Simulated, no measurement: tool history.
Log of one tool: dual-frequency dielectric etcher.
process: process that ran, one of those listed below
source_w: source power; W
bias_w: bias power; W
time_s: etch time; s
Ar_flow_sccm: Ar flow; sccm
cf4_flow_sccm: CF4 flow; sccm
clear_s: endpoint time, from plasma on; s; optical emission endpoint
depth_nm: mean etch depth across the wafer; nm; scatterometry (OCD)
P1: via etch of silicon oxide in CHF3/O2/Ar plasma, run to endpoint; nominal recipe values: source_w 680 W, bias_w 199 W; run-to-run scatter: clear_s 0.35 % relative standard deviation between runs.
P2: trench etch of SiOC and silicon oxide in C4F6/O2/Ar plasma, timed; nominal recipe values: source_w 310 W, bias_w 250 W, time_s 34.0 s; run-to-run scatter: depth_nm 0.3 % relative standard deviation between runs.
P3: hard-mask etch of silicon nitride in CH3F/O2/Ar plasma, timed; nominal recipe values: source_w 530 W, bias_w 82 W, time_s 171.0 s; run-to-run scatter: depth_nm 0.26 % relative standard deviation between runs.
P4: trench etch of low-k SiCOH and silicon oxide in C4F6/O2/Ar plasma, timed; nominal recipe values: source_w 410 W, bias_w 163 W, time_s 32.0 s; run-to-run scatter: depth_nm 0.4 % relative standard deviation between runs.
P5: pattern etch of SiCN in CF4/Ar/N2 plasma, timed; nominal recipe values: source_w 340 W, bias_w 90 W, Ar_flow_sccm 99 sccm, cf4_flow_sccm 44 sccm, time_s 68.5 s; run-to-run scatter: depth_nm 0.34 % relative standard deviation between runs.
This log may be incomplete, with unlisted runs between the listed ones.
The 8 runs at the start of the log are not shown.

Run 9, day 3.250: process P3, source_w 530 W, bias_w 56 W, time_s 171.0 s. Result: depth_nm 122.550 nm.
Run 10, day 3.562: process P4, source_w 410 W, bias_w 163 W, time_s 32.0 s. Result: depth_nm 95.369 nm.
Run 11, day 3.846: process P1, source_w 680 W, bias_w 261 W. Result: clear_s 164.10 s.
Run 12, day 4.321: process P4, source_w 410 W, bias_w 105 W, time_s 32.0 s. Result: depth_nm 83.532 nm.
Run 13, day 4.646: process P5, source_w 340 W, bias_w 90 W, time_s 46.5 s, Ar_flow_sccm 99 sccm, cf4_flow_sccm 44 sccm. Result: depth_nm 32.451 nm.
Run 14, day 5.021: process P2, source_w 310 W, bias_w 250 W, time_s 50.5 s. Result: depth_nm 102.260 nm.
Run 15, day 5.462: process P2, source_w 310 W, bias_w 250 W, time_s 34.0 s. Result: depth_nm 68.783 nm.
Run 16, day 5.862: process P4, source_w 570 W, bias_w 163 W, time_s 32.0 s. Result: depth_nm 108.220 nm.
Run 17, day 6.362: process P3, source_w 530 W, bias_w 82 W, time_s 246.5 s. Result: depth_nm 200.190 nm.
Run 18, day 6.692: process P1, source_w 430 W, bias_w 199 W. Result: clear_s 213.92 s.
Run 19, day 7.067: process P5, source_w 340 W, bias_w 90 W, time_s 68.5 s, Ar_flow_sccm 131 sccm, cf4_flow_sccm 44 sccm. Result: depth_nm 45.731 nm.
Run 20, day 7.358: process P2, source_w 310 W, bias_w 250 W, time_s 34.0 s. Result: depth_nm 68.871 nm.
Run 21, day 7.912: process P1, source_w 680 W, bias_w 199 W. Result: clear_s 179.94 s.
Run 22, day 8.442: process P5, source_w 340 W, bias_w 90 W, time_s 68.5 s, Ar_flow_sccm 99 sccm, cf4_flow_sccm 44 sccm. Result: depth_nm 47.713 nm.
Run 23, day 8.858: process P2, source_w 310 W, bias_w 150 W, time_s 34.0 s. Result: depth_nm 58.209 nm.
Run 24, day 9.200: process P4, source_w 410 W, bias_w 163 W, time_s 32.0 s. Result: depth_nm 95.199 nm.
Run 25, day 9.625: process P1, source_w 680 W, bias_w 199 W. Result: clear_s 180.16 s.
Run 26, day 10.192: process P3, source_w 710 W, bias_w 82 W, time_s 171.0 s. Result: depth_nm 154.320 nm.
Run 27, day 10.450: process P5, source_w 250 W, bias_w 90 W, time_s 68.5 s, Ar_flow_sccm 99 sccm, cf4_flow_sccm 44 sccm. Result: depth_nm 36.406 nm.
Run 28, day 10.946: process P5, source_w 340 W, bias_w 62 W, time_s 68.5 s, Ar_flow_sccm 99 sccm, cf4_flow_sccm 44 sccm. Result: depth_nm 41.358 nm.
Run 29, day 11.496: process P5, source_w 340 W, bias_w 90 W, time_s 68.5 s, Ar_flow_sccm 99 sccm, cf4_flow_sccm 60 sccm. Result: depth_nm 49.751 nm.
Run 30, day 12.075: process P1, source_w 680 W, bias_w 199 W. Result: clear_s 180.84 s.
Run 31, day 12.612: process P2, source_w 200 W, bias_w 250 W, time_s 34.0 s. Result: depth_nm 58.264 nm.
Run 32, day 13.000: process P1, source_w 680 W, bias_w 199 W. Result: clear_s 181.82 s.
Run 33, day 13.304: process P1, source_w 680 W, bias_w 199 W. Result: clear_s 181.87 s.

What will run 34 give?
Run 34, day 13.792: process P1, source_w 680 W, bias_w 199 W. Result: clear_s ?.

clear_s: 182.61 s

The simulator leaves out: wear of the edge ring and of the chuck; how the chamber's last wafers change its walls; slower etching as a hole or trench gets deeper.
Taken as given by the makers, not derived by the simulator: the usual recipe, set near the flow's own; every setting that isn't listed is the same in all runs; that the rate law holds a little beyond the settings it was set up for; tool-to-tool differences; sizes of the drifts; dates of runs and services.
